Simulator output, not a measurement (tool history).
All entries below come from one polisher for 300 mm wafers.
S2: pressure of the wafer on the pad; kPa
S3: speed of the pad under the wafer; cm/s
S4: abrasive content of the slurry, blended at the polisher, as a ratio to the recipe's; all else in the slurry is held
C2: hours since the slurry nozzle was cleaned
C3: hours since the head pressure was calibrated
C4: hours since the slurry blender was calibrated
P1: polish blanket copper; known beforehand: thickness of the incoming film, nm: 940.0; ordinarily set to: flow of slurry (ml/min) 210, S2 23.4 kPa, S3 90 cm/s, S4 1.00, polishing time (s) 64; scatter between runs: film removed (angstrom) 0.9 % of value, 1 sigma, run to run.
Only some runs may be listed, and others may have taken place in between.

run 1 hour=12.5 | flow_of_slurry_(ml/min)=210 S2=23.4 S3=90 S4=1.00 polishing_time_(s)=64 | wafers_polished_on_this_pad=490 C2=112.6 C3=465.0 C4=159.8 | film_removed_(angstrom)=2344.9
run 2 hour=20.7 | flow_of_slurry_(ml/min)=210 S2=23.4 S3=90 S4=1.00 polishing_time_(s)=64 | wafers_polished_on_this_pad=571 C2=120.8 C3=473.2 C4=168.0 | film_removed_(angstrom)=2300.0
run 3 hour=31.8 | flow_of_slurry_(ml/min)=275 S2=23.4 S3=90 S4=1.00 polishing_time_(s)=64 | wafers_polished_on_this_pad=680 C2=131.9 C3=484.3 C4=179.1 | film_removed_(angstrom)=2377.2
run 4 hour=41.6 | flow_of_slurry_(ml/min)=130 S2=23.4 S3=90 S4=1.00 polishing_time_(s)=64 | wafers_polished_on_this_pad=776 C2=141.7 C3=494.1 C4=188.9 | film_removed_(angstrom)=2135.6
run 5 hour=53.8 | flow_of_slurry_(ml/min)=210 S2=31.7 S3=90 S4=1.00 polishing_time_(s)=64 | wafers_polished_on_this_pad=896 C2=153.9 C3=506.3 C4=201.1 | film_removed_(angstrom)=3143.1
run 6 hour=63.2 | flow_of_slurry_(ml/min)=210 S2=23.4 S3=50 S4=1.00 polishing_time_(s)=64 | wafers_polished_on_this_pad=989 C2=163.3 C3=515.7 C4=210.5 | film_removed_(angstrom)=1291.4
run 7 hour=72.8 | flow_of_slurry_(ml/min)=150 S2=11.7 S3=90 S4=1.00 polishing_time_(s)=64 | wafers_polished_on_this_pad=1084 C2=172.9 C3=525.3 C4=220.1 | film_removed_(angstrom)=1100.6
run 8 hour=83.0 | flow_of_slurry_(ml/min)=210 S2=23.4 S3=90 S4=1.00 polishing_time_(s)=64 | wafers_polished_on_this_pad=1184 C2=183.1 C3=535.5 C4=230.3 | film_removed_(angstrom)=2319.3
run 9 hour=91.9 | flow_of_slurry_(ml/min)=210 S2=23.4 S3=90 S4=1.00 polishing_time_(s)=64 | wafers_polished_on_this_pad=1272 C2=192.0 C3=544.4 C4=239.2 | film_removed_(angstrom)=2322.3
run 10 hour=102.7 | flow_of_slurry_(ml/min)=295 S2=23.4 S3=90 S4=1.00 polishing_time_(s)=87 | wafers_polished_on_this_pad=1378 C2=202.8 C3=555.2 C4=250.0 | film_removed_(angstrom)=3280.9
run 11 hour=113.2 | flow_of_slurry_(ml/min)=210 S2=23.4 S3=90 S4=1.00 polishing_time_(s)=82 | wafers_polished_on_this_pad=1482 C2=213.3 C3=565.7 C4=260.5 | film_removed_(angstrom)=2981.8
run 12 hour=121.1 | flow_of_slurry_(ml/min)=210 S2=17.2 S3=90 S4=1.00 polishing_time_(s)=64 | wafers_polished_on_this_pad=1559 C2=221.2 C3=573.6 C4=268.4 | film_removed_(angstrom)=1702.9
run 13 hour=130.8 | flow_of_slurry_(ml/min)=210 S2=23.4 S3=90 S4=0.55 polishing_time_(s)=64 | wafers_polished_on_this_pad=1655 C2=230.9 C3=583.3 C4=278.1 | film_removed_(angstrom)=2056.9
run 14 hour=139.2 | flow_of_slurry_(ml/min)=210 S2=23.4 S3=90 S4=1.00 polishing_time_(s)=37 | wafers_polished_on_this_pad=1738 C2=239.3 C3=591.7 C4=286.5 | film_removed_(angstrom)=1319.2
run 15 hour=147.9 | flow_of_slurry_(ml/min)=210 S2=23.4 S3=142 S4=1.00 polishing_time_(s)=64 | wafers_polished_on_this_pad=1823 C2=248.0 C3=600.4 C4=295.2 | film_removed_(angstrom)=3645.3
-- hour=154.7 slurry blender recalibrated
run 16 hour=158.4 | flow_of_slurry_(ml/min)=210 S2=23.4 S3=90 S4=1.40 polishing_time_(s)=64 | wafers_polished_on_this_pad=1927 C2=258.5 C3=610.9 C4=3.8 | film_removed_(angstrom)=2458.0
run 17 hour=165.7 | flow_of_slurry_(ml/min)=210 S2=23.4 S3=90 S4=1.00 polishing_time_(s)=64 | wafers_polished_on_this_pad=1999 C2=265.8 C3=618.2 C4=11.1 | film_removed_(angstrom)=2332.4
run 18 hour=178.6 | flow_of_slurry_(ml/min)=210 S2=23.4 S3=90 S4=1.00 polishing_time_(s)=64 | wafers_polished_on_this_pad=2126 C2=278.7 C3=631.1 C4=24.0 | film_removed_(angstrom)=2322.4
run 19 hour=188.1 | flow_of_slurry_(ml/min)=210 S2=23.4 S3=90 S4=1.00 polishing_time_(s)=64 | wafers_polished_on_this_pad=2219 C2=288.2 C3=640.6 C4=33.5 | film_removed_(angstrom)=2247.9
run 20 hour=197.1 | flow_of_slurry_(ml/min)=210 S2=23.4 S3=90 S4=1.00 polishing_time_(s)=64 | wafers_polished_on_this_pad=2308 C2=297.2 C3=649.6 C4=42.5 | film_removed_(angstrom)=2202.3
-- hour=202.3 head pressure recalibrated
run 21 hour=204.0 | flow_of_slurry_(ml/min)=210 S2=23.4 S3=90 S4=1.00 polishing_time_(s)=64 | wafers_polished_on_this_pad=2376 C2=304.1 C3=1.7 C4=49.4 | film_removed_(angstrom)=2163.5
run 22 hour=213.9 | flow_of_slurry_(ml/min)=210 S2=23.4 S3=90 S4=1.00 polishing_time_(s)=64 | wafers_polished_on_this_pad=2473 C2=314.0 C3=11.6 C4=59.3 | film_removed_(angstrom)=2169.9
-- hour=214.8 slurry blender recalibrated
run 23 hour=220.4 | flow_of_slurry_(ml/min)=210 S2=23.4 S3=90 S4=1.00 polishing_time_(s)=64 | wafers_polished_on_this_pad=2537 C2=320.5 C3=18.1 C4=5.6 | film_removed_(angstrom)=2186.7
run 24 hour=233.4 | flow_of_slurry_(ml/min)=210 S2=23.4 S3=90 S4=1.00 polishing_time_(s)=64 | wafers_polished_on_this_pad=2665 C2=333.5 C3=31.1 C4=18.6 | film_removed_(angstrom)=2163.5

P1 has crept away from where it was. The log is fitted equally well by each of these 2 causes, at the sizes shown:
A: slurry flow missing at the pad, % = 36.2
B: removal rate lost through wear of the pad, % = 6.75
The drift started at roughly hour 178.6.
Each remaining cause and why it is not a fit:
head's pressure below its setpoint, %: its service at hour 202.3 followed the start of the drift and did not put the process back to its old value
abrasive missing from the slurry, %: its service at hour 214.8 followed the start of the drift and did not put the process back to its old value

Of the 4 check runs below, each run on 5 wafers with the results averaged and each result still a question mark, which one would tell the listed causes apart?
run check 1 hour=246.4 | flow_of_slurry_(ml/min)=210 S2=23.4 S3=132 S4=1.00 polishing_time_(s)=64 | film_removed_(angstrom)=?
run check 2 hour=246.4 | flow_of_slurry_(ml/min)=135 S2=23.4 S3=60 S4=1.00 polishing_time_(s)=64 | film_removed_(angstrom)=?
run check 3 hour=246.4 | flow_of_slurry_(ml/min)=210 S2=23.4 S3=90 S4=0.80 polishing_time_(s)=64 | film_removed_(angstrom)=?
run check 4 hour=246.4 | flow_of_slurry_(ml/min)=210 S2=23.4 S3=90 S4=0.65 polishing_time_(s)=39 | film_removed_(angstrom)=?

Predicted outcomes, by check and by cause:
check=check_1 result=film_removed_(angstrom) if_A=3148.1 if_B=3148.2
check=check_2 result=film_removed_(angstrom) if_A=1290.8 if_B=1336.3
check=check_3 result=film_removed_(angstrom) if_A=2047.6 if_B=2047.6
check=check_4 result=film_removed_(angstrom) if_A=1195.5 if_B=1195.6
Distance between the nearest two causes, measured in the result of the check that separates them most: check 1 0 %; check 2 3.46 %; check 3 0 %; check 4 0 %
Check 2 distinguishes between the causes, while the remaining checks would return nearly the same result for all of them.

Check 2 has now been run. It gave: film removed (angstrom) 1338.0. Which of the candidate causes is it?

It was cause B: removal rate lost through wear of the pad, %.

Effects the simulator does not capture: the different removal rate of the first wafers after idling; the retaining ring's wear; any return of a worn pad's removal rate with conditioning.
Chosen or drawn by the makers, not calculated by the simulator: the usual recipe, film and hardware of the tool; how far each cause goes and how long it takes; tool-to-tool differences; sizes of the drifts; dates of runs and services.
